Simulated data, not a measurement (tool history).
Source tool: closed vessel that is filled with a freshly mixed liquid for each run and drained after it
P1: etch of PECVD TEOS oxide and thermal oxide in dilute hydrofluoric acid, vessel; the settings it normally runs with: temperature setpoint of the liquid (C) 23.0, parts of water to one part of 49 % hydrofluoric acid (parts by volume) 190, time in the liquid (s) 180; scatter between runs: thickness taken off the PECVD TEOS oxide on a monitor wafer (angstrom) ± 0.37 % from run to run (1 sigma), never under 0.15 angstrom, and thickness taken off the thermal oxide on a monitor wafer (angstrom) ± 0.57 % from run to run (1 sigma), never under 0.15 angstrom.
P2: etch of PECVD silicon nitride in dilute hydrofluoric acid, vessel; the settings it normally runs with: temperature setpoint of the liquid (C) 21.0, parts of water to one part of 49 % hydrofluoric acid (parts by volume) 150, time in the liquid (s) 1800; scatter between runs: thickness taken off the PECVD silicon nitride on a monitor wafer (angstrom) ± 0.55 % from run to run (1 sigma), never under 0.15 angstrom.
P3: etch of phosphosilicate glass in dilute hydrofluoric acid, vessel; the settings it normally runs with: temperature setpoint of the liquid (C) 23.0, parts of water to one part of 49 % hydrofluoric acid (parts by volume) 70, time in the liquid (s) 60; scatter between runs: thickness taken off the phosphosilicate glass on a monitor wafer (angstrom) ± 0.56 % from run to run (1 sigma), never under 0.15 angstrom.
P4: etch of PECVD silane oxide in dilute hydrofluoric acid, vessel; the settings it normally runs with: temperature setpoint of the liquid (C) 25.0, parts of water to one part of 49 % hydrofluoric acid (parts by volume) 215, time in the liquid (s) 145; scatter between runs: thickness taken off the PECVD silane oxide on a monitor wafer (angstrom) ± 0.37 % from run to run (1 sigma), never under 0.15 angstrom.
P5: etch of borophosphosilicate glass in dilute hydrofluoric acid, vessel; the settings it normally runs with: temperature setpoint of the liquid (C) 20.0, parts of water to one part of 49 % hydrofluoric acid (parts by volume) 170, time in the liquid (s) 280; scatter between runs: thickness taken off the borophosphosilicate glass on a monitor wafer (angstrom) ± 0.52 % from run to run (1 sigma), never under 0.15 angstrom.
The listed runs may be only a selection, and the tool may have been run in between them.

run,hour,process that ran,temperature setpoint of the liquid (C),parts of water to one part of 49 % hydrofluoric acid (parts by volume),time in the liquid (s),hours since the thermometer was replaced,hours since the hydrofluoric acid flow meter was replaced,thickness taken off the PECVD TEOS oxide on a monitor wafer (angstrom),thickness taken off the thermal oxide on a monitor wafer (angstrom),thickness taken off the borophosphosilicate glass on a monitor wafer (angstrom),thickness taken off the PECVD silicon nitride on a monitor wafer (angstrom),thickness taken off the phosphosilicate glass on a monitor wafer (angstrom),thickness taken off the PECVD silane oxide on a monitor wafer (angstrom)
1,13.5,P1,23.0,190,180,1479.0,543.6,195.41,38.890,,,,
2,29.3,P5,20.0,170,280,1494.8,559.4,,,578.57,,,
3,37.5,P2,17.0,150,1800,1503.0,567.6,,,,161.43,,
4,49.1,P3,23.0,30,60,1514.6,579.2,,,,,4205.0,
5,62.4,P1,23.0,295,180,1527.9,592.5,113.19,22.072,,,,
6,76.4,P2,21.0,150,1800,1541.9,606.5,,,,213.14,,
7,92.5,P1,17.0,190,265,1558.0,622.6,228.10,44.578,,,,
8,105.9,P1,23.0,190,180,1571.4,636.0,194.78,38.214,,,,
9,118.4,P4,25.0,105,145,1583.9,648.5,,,,,,336.180
10,128.6,P5,20.0,170,455,1594.1,658.7,,,954.24,,,
11,140.5,P1,23.0,190,180,1606.0,670.6,195.07,38.137,,,,
12,152.3,P3,23.0,70,95,1617.8,682.4,,,,,2674.8,
13,161.1,P3,23.0,70,60,1626.6,691.2,,,,,1703.6,
14,169.4,P4,25.0,215,55,1634.9,699.5,,,,,,54.941
15,180.1,P4,25.0,215,145,1645.6,710.2,,,,,,144.990
# hour 195.0: thermometer replaced
16,198.3,P1,18.5,190,180,3.3,728.4,164.35,32.431,,,,
17,208.7,P2,21.0,150,895,13.7,738.8,,,,105.66,,
18,218.6,P1,23.0,190,180,23.6,748.7,194.51,38.430,,,,
19,235.3,P5,20.0,275,280,40.3,765.4,,,326.86,,,
20,246.3,P1,23.0,95,180,51.3,776.4,433.78,85.558,,,,
21,256.9,P1,27.5,190,180,61.9,787.0,230.10,45.196,,,,
22,268.2,P1,23.0,190,270,73.2,798.3,292.39,57.805,,,,
23,276.6,P1,17.0,190,295,81.6,806.7,254.07,49.033,,,,
24,289.9,P2,21.0,150,1800,94.9,820.0,,,,215.77,,
25,305.3,P4,25.0,215,145,110.3,835.4,,,,,,145.330
26,313.9,P1,23.0,190,180,118.9,844.0,194.71,38.651,,,,
27,323.8,P1,23.0,265,260,128.8,853.9,187.21,36.655,,,,
28,334.9,P3,31.5,70,60,139.9,865.0,,,,,2365.7,
29,352.1,P2,21.0,225,1800,157.1,882.2,,,,142.94,,
30,364.3,P3,23.0,70,60,169.3,894.4,,,,,1712.6,
31,372.6,P5,25.5,170,280,177.6,902.7,,,717.89,,,
32,381.2,P1,23.0,190,100,186.2,911.3,108.60,21.434,,,,
33,393.9,P4,17.5,215,145,198.9,924.0,,,,,,109.980
34,406.8,P1,23.0,190,180,211.8,936.9,194.20,39.092,,,,
35,418.5,P1,23.0,190,180,223.5,948.6,199.75,39.695,,,,
36,435.6,P1,23.0,190,180,240.6,965.7,202.39,40.232,,,,
37,453.2,P1,23.0,190,180,258.2,983.3,203.81,40.713,,,,
38,469.9,P1,23.0,190,180,274.9,1000.0,205.70,40.392,,,,
39,484.7,P1,23.0,190,180,289.7,1014.8,205.81,40.703,,,,
40,493.6,P1,23.0,190,180,298.6,1023.7,205.88,40.403,,,,
41,509.8,P1,23.0,190,180,314.8,1039.9,206.65,40.286,,,,

What P1 gives has crept off from where it sat before. The 2 causes that follow fit the log equally well, each at the size noted:
A: hydrofluoric acid flow above the setpoint (%) = 4.99
B: liquid hotter than its thermometer reads (K) = 1.57
The process output started creeping at around hour 406.8.

Of the 4 check runs listed below, each run on one wafer and each result written as a question mark, which would let you distinguish the listed causes because they would give clearly different results?
check 1,526.0,P2,21.0,150,1800,,,,,,?,,
check 2,526.0,P4,25.0,215,145,,,,,,,,?
check 3,526.0,P5,20.0,170,280,,,,,?,,,
check 4,526.0,P3,23.0,70,60,,,,,,,?,

What each check would give under each cause:
check,result,if A,if B
check 1,thickness taken off the PECVD silicon nitride on a monitor wafer (angstrom),222.83,235.58
check 2,thickness taken off the PECVD silane oxide on a monitor wafer (angstrom),154.290,153.750
check 3,thickness taken off the borophosphosilicate glass on a monitor wafer (angstrom),617.98,620.64
check 4,thickness taken off the phosphosilicate glass on a monitor wafer (angstrom),1794.5,1813.9
Minimum pairwise separation of causes per check, each pair taken at its best-separating result: check 1 5.56 %; check 2 0.35 %; check 3 0.43 %; check 4 1.08 %
Only in check 1 would the causes give clearly different results; in the remaining checks their results would be nearly the same.

Check 1 was then run and gave: thickness taken off the PECVD silicon nitride on a monitor wafer (angstrom) 235.11. Which cause is it?

It was cause B: liquid hotter than its thermometer reads (K).

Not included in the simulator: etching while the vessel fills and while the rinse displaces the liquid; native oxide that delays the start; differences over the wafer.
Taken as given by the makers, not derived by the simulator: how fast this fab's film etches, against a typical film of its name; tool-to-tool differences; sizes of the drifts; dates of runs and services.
